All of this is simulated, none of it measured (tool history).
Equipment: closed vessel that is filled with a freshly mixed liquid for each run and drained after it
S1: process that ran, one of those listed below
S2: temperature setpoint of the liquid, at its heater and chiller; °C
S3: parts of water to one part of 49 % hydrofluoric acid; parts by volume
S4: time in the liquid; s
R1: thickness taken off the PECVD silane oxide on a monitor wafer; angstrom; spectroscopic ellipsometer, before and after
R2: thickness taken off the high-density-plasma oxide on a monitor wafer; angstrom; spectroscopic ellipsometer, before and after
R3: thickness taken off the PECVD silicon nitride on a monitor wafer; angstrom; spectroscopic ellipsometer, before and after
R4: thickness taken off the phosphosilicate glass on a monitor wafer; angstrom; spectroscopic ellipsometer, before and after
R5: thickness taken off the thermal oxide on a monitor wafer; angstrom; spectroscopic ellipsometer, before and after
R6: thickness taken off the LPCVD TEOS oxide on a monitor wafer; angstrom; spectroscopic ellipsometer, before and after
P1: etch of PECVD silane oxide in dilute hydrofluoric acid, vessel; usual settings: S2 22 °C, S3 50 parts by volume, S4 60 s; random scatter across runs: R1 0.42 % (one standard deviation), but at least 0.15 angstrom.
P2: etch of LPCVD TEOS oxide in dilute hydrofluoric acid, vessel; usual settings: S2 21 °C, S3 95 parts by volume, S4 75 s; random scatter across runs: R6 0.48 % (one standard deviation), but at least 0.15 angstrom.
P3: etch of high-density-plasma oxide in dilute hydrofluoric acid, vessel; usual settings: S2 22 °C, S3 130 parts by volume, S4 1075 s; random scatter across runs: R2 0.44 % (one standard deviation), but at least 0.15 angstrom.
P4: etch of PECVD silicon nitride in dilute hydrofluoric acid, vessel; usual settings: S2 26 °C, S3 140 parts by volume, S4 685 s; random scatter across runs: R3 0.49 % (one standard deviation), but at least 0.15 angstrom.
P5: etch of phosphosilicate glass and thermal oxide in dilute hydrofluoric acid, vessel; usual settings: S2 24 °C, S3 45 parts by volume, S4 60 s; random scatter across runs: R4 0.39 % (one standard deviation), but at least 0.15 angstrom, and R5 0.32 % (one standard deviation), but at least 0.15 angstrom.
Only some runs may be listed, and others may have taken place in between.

{"run": 1, "hour": 4.2, "S1": "P1", "S2": 22, "S3": 50, "S4": 60, "R1": 235.8}
{"run": 2, "hour": 12.7, "S1": "P3", "S2": 22, "S3": 130, "S4": 1075, "R2": 380.27}
{"run": 3, "hour": 18.7, "S1": "P1", "S2": 22, "S3": 30, "S4": 60, "R1": 401.19}
{"run": 4, "hour": 24.3, "S1": "P4", "S2": 26, "S3": 140, "S4": 685, "R3": 107.32}
{"run": 5, "hour": 32.5, "S1": "P5", "S2": 24, "S3": 45, "S4": 30, "R4": 620.75, "R5": 31.935}
{"run": 6, "hour": 37.5, "S1": "P1", "S2": 22, "S3": 50, "S4": 30, "R1": 117.82}
{"run": 7, "hour": 42.6, "S1": "P4", "S2": 26, "S3": 205, "S4": 685, "R3": 73.567}
{"run": 8, "hour": 47.3, "S1": "P2", "S2": 21, "S3": 50, "S4": 75, "R6": 237}
{"run": 9, "hour": 55.3, "S1": "P1", "S2": 22, "S3": 50, "S4": 60, "R1": 234.91}
{"run": 10, "hour": 60.5, "S1": "P1", "S2": 22, "S3": 50, "S4": 60, "R1": 234.38}
{"run": 11, "hour": 65.8, "S1": "P5", "S2": 24, "S3": 20, "S4": 60, "R4": 2895.6, "R5": 149.04}
{"run": 12, "hour": 74.2, "S1": "P1", "S2": 22, "S3": 50, "S4": 60, "R1": 234.03}
{"run": 13, "hour": 78.9, "S1": "P3", "S2": 18, "S3": 130, "S4": 1075, "R2": 325.87}
{"run": 14, "hour": 83.2, "S1": "P5", "S2": 24, "S3": 45, "S4": 60, "R4": 1251.6, "R5": 63.645}
{"run": 15, "hour": 90.0, "S1": "P1", "S2": 22, "S3": 50, "S4": 60, "R1": 234.58}
{"run": 16, "hour": 98.8, "S1": "P4", "S2": 26, "S3": 140, "S4": 1065, "R3": 168.19}
{"run": 17, "hour": 103.6, "S1": "P5", "S2": 18.5, "S3": 45, "S4": 60, "R4": 998.99, "R5": 50.195}
{"run": 18, "hour": 111.1, "S1": "P4", "S2": 19, "S3": 140, "S4": 685, "R3": 68.044}
{"run": 19, "hour": 118.9, "S1": "P2", "S2": 21, "S3": 95, "S4": 75, "R6": 119.35}
{"run": 20, "hour": 124.9, "S1": "P1", "S2": 29, "S3": 50, "S4": 60, "R1": 313.31}
{"run": 21, "hour": 131.1, "S1": "P3", "S2": 22, "S3": 130, "S4": 1075, "R2": 382.97}
{"run": 22, "hour": 137.0, "S1": "P2", "S2": 25.5, "S3": 95, "S4": 75, "R6": 141.9}
{"run": 23, "hour": 142.1, "S1": "P1", "S2": 22, "S3": 50, "S4": 90, "R1": 352.54}
{"run": 24, "hour": 146.3, "S1": "P2", "S2": 21, "S3": 95, "S4": 120, "R6": 189.47}
{"run": 25, "hour": 155.1, "S1": "P1", "S2": 18, "S3": 50, "S4": 60, "R1": 198.49}
{"run": 26, "hour": 163.8, "S1": "P3", "S2": 22, "S3": 130, "S4": 445, "R2": 158.4}
{"run": 27, "hour": 169.2, "S1": "P1", "S2": 22, "S3": 20, "S4": 30, "R1": 303.01}
{"run": 28, "hour": 175.4, "S1": "P1", "S2": 22, "S3": 75, "S4": 60, "R1": 151.86}
{"run": 29, "hour": 180.2, "S1": "P3", "S2": 22, "S3": 75, "S4": 1075, "R2": 711.31}

Run 30 comes next. What will it give?
{"run": 30, "hour": 187.1, "S1": "P1", "S2": 22, "S3": 50, "S4": 60, "R1": "?"}

R1: 234.99 angstrom
